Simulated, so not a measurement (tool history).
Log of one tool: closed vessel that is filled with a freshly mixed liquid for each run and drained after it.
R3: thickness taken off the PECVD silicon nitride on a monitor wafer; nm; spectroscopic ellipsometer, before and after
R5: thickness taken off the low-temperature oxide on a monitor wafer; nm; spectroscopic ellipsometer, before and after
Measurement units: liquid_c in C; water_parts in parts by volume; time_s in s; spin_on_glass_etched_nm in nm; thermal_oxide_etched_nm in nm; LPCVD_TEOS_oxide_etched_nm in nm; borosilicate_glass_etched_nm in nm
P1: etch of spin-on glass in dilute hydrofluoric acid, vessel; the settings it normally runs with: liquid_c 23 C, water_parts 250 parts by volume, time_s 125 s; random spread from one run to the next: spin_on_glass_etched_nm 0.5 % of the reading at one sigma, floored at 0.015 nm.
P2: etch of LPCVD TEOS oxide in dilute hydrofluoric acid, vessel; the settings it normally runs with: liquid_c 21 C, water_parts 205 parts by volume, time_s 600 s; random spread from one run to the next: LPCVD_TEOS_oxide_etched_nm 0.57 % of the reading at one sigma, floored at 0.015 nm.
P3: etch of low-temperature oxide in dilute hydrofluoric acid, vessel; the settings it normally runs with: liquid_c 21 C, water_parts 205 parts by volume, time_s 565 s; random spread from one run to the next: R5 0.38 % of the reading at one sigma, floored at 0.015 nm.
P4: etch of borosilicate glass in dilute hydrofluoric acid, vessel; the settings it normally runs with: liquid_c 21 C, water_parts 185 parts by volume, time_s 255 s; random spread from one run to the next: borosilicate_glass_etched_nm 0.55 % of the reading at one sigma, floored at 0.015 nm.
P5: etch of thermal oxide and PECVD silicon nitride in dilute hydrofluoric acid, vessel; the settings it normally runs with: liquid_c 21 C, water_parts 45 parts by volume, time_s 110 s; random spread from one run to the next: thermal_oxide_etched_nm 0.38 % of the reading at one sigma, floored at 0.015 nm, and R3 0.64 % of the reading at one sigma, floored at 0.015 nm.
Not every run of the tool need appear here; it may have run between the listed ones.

run 1 hour=5.4 | process=P1 liquid_c=23 water_parts=250 time_s=125 | spin_on_glass_etched_nm=20.652
run 2 hour=12.4 | process=P5 liquid_c=21 water_parts=45 time_s=110 | thermal_oxide_etched_nm=11.402 R3=3.4125
run 3 hour=21.1 | process=P2 liquid_c=21 water_parts=205 time_s=215 | LPCVD_TEOS_oxide_etched_nm=19.258
run 4 hour=25.8 | process=P1 liquid_c=23 water_parts=250 time_s=125 | spin_on_glass_etched_nm=20.627
run 5 hour=34.8 | process=P3 liquid_c=21 water_parts=365 time_s=565 | R5=12.941
run 6 hour=41 | process=P1 liquid_c=23 water_parts=250 time_s=125 | spin_on_glass_etched_nm=20.571
run 7 hour=51.5 | process=P1 liquid_c=23 water_parts=105 time_s=125 | spin_on_glass_etched_nm=56.988
run 8 hour=57.9 | process=P1 liquid_c=23 water_parts=250 time_s=205 | spin_on_glass_etched_nm=33.87
run 9 hour=68.3 | process=P5 liquid_c=21 water_parts=20 time_s=110 | thermal_oxide_etched_nm=26.49 R3=7.379
run 10 hour=78.7 | process=P1 liquid_c=17 water_parts=250 time_s=125 | spin_on_glass_etched_nm=16.366
run 11 hour=85.6 | process=P2 liquid_c=21 water_parts=205 time_s=600 | LPCVD_TEOS_oxide_etched_nm=53.864
run 12 hour=90.3 | process=P4 liquid_c=21 water_parts=185 time_s=255 | borosilicate_glass_etched_nm=40.18
run 13 hour=99.7 | process=P1 liquid_c=30 water_parts=250 time_s=125 | spin_on_glass_etched_nm=26.267
run 14 hour=107.3 | process=P4 liquid_c=21 water_parts=185 time_s=255 | borosilicate_glass_etched_nm=40.167
run 15 hour=116.8 | process=P4 liquid_c=27 water_parts=185 time_s=255 | borosilicate_glass_etched_nm=51.236
run 16 hour=124.4 | process=P4 liquid_c=21 water_parts=260 time_s=255 | borosilicate_glass_etched_nm=26.966
run 17 hour=132 | process=P3 liquid_c=21 water_parts=205 time_s=255 | R5=12.159
run 18 hour=139.4 | process=P3 liquid_c=17 water_parts=205 time_s=565 | R5=23.105
run 19 hour=144.8 | process=P1 liquid_c=23 water_parts=250 time_s=60 | spin_on_glass_etched_nm=9.855
run 20 hour=152.7 | process=P1 liquid_c=23 water_parts=250 time_s=125 | spin_on_glass_etched_nm=20.47
run 21 hour=160.5 | process=P3 liquid_c=21 water_parts=205 time_s=565 | R5=27.122
run 22 hour=169.8 | process=P1 liquid_c=23 water_parts=390 time_s=30 | spin_on_glass_etched_nm=2.7609
run 23 hour=177.1 | process=P1 liquid_c=23 water_parts=340 time_s=75 | spin_on_glass_etched_nm=8.3356
run 24 hour=181.9 | process=P1 liquid_c=17 water_parts=250 time_s=50 | spin_on_glass_etched_nm=6.5986
run 25 hour=186.5 | process=P5 liquid_c=21 water_parts=45 time_s=30 | thermal_oxide_etched_nm=3.1039 R3=0.93568
run 26 hour=194.7 | process=P4 liquid_c=21 water_parts=185 time_s=500 | borosilicate_glass_etched_nm=79.51
-- hour=201.1 hydrofluoric acid flow meter replaced
run 27 hour=204.9 | process=P2 liquid_c=17 water_parts=205 time_s=600 | LPCVD_TEOS_oxide_etched_nm=45.95
run 28 hour=214.7 | process=P3 liquid_c=21 water_parts=205 time_s=565 | R5=26.872
run 29 hour=220.9 | process=P1 liquid_c=23 water_parts=250 time_s=125 | spin_on_glass_etched_nm=20.357
run 30 hour=228.3 | process=P5 liquid_c=27 water_parts=45 time_s=110 | thermal_oxide_etched_nm=14.576 R3=5.014
run 31 hour=233.5 | process=P2 liquid_c=21 water_parts=65 time_s=600 | LPCVD_TEOS_oxide_etched_nm=200.53
run 32 hour=243.6 | process=P1 liquid_c=23 water_parts=400 time_s=125 | spin_on_glass_etched_nm=11.084
run 33 hour=252 | process=P1 liquid_c=23 water_parts=250 time_s=125 | spin_on_glass_etched_nm=20.418
run 34 hour=257.3 | process=P1 liquid_c=23 water_parts=250 time_s=125 | spin_on_glass_etched_nm=20.096
run 35 hour=266.5 | process=P1 liquid_c=23 water_parts=250 time_s=125 | spin_on_glass_etched_nm=19.798
run 36 hour=273.3 | process=P1 liquid_c=23 water_parts=250 time_s=125 | spin_on_glass_etched_nm=19.515
run 37 hour=278.4 | process=P1 liquid_c=23 water_parts=250 time_s=125 | spin_on_glass_etched_nm=19.354
run 38 hour=287.5 | process=P1 liquid_c=23 water_parts=250 time_s=125 | spin_on_glass_etched_nm=19.242
run 39 hour=294.5 | process=P1 liquid_c=23 water_parts=250 time_s=125 | spin_on_glass_etched_nm=19.349
run 40 hour=302.1 | process=P1 liquid_c=23 water_parts=250 time_s=125 | spin_on_glass_etched_nm=19.202
run 41 hour=306.6 | process=P1 liquid_c=23 water_parts=250 time_s=125 | spin_on_glass_etched_nm=19.103
run 42 hour=316 | process=P1 liquid_c=23 water_parts=250 time_s=125 | spin_on_glass_etched_nm=19.229

The log shows P1 creeping away from where it was. Any of the 2 causes listed here, at the size stated for it, fits the log just as well as the others:
A: hydrofluoric acid flow below the setpoint (%) = 5.32
B: liquid colder than its thermometer reads (K) = 1.88
The onset of the drift is placed at about hour 252.

Each of the 4 check runs below uses one wafer; its results are left as question marks. Which run tells the causes apart?
run check 1 hour=325.4 | process=P3 liquid_c=21 water_parts=205 time_s=565 | R5=?
run check 2 hour=325.4 | process=P4 liquid_c=21 water_parts=185 time_s=255 | borosilicate_glass_etched_nm=?
run check 3 hour=325.4 | process=P5 liquid_c=21 water_parts=45 time_s=110 | thermal_oxide_etched_nm=? R3=?
run check 4 hour=325.4 | process=P2 liquid_c=21 water_parts=205 time_s=600 | LPCVD_TEOS_oxide_etched_nm=?

Check results expected under each cause:
check=check_1 result=R5 if_A=25.292 if_B=25.135
check=check_2 result=borosilicate_glass_etched_nm if_A=37.82 if_B=37.52
check=check_3 result=thermal_oxide_etched_nm if_A=10.756 if_B=10.519
check=check_3 result=R3 if_A=3.1945 if_B=2.9559
check=check_4 result=LPCVD_TEOS_oxide_etched_nm if_A=50.746 if_B=50.431
Separation of the two closest causes in each check, using whichever result separates them best: check 1 0.62 %; check 2 0.79 %; check 3 7.76 %; check 4 0.62 %
Only in check 3 would the causes give clearly different results; in the remaining checks their results would be nearly the same.

The results of check 3 are: thermal_oxide_etched_nm 10.693 nm; R3 3.219 nm. Based on these, which of the listed causes is it?

It is A: hydrofluoric acid flow below the setpoint (%).

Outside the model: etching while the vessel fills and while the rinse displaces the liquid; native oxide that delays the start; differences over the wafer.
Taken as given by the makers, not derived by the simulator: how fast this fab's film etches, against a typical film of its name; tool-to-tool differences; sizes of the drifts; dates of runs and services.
